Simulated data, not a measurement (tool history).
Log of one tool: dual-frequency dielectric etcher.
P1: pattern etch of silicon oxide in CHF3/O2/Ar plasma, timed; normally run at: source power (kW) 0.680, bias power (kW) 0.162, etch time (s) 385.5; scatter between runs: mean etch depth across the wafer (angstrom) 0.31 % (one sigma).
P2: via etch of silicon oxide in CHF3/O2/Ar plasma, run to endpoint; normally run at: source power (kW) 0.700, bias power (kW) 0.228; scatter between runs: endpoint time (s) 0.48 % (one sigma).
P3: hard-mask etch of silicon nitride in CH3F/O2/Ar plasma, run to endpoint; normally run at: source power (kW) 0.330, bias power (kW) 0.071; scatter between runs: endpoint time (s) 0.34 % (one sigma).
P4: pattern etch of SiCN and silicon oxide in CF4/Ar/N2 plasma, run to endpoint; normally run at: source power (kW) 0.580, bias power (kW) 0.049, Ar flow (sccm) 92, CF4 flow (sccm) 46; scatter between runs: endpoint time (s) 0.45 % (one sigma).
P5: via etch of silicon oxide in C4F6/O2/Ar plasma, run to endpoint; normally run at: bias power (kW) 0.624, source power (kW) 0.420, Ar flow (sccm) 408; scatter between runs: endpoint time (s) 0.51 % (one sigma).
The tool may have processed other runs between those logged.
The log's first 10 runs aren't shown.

run   hour  process that ran  source power (kW)  bias power (kW)  etch time (s)  Ar flow (sccm)  CF4 flow (sccm)  hours since the last wet clean  hours since the last source power generator calibration  hours since the last bias power generator calibration  mean etch depth across the wafer (angstrom)  endpoint time (s)
 11   77.3                P1              0.410            0.162          385.5                                                            388.8                                                   1487.9                                                 1409.9                                       6140.3
 12   82.4                P3              0.330            0.050                                                                           393.9                                                   1493.0                                                 1415.0                                                          88.057
 13   91.5                P1              0.680            0.162          385.5                                                            403.0                                                   1502.1                                                 1424.1                                       7433.3
 14   97.0                P4              0.580            0.039                             92               46                           408.5                                                   1507.6                                                 1429.6                                                          20.865
 15  103.6                P3              0.330            0.071                                                                           415.1                                                   1514.2                                                 1436.2                                                          78.433
 16  107.7                P1              0.680            0.162          385.5                                                            419.2                                                   1518.3                                                 1440.3                                       7419.7
 17  116.6                P5              0.420            0.624                            326                                            428.1                                                   1527.2                                                 1449.2                                                          21.283
 18  123.8                P3              0.230            0.071                                                                           435.3                                                   1534.4                                                 1456.4                                                          90.271
 19  131.5                P4              0.380            0.049                             92               46                           443.0                                                   1542.1                                                 1464.1                                                          28.308
 20  136.2                P1              0.880            0.162          385.5                                                            447.7                                                   1546.8                                                 1468.8                                       8183.7

Run 21 is up next; what results do you expect?
 21  140.3                P1              0.680            0.162          262.5                                                            451.8                                                   1550.9                                                 1472.9                                            ?

{"run 21": {"mean etch depth across the wafer (angstrom)": 5048.3}}

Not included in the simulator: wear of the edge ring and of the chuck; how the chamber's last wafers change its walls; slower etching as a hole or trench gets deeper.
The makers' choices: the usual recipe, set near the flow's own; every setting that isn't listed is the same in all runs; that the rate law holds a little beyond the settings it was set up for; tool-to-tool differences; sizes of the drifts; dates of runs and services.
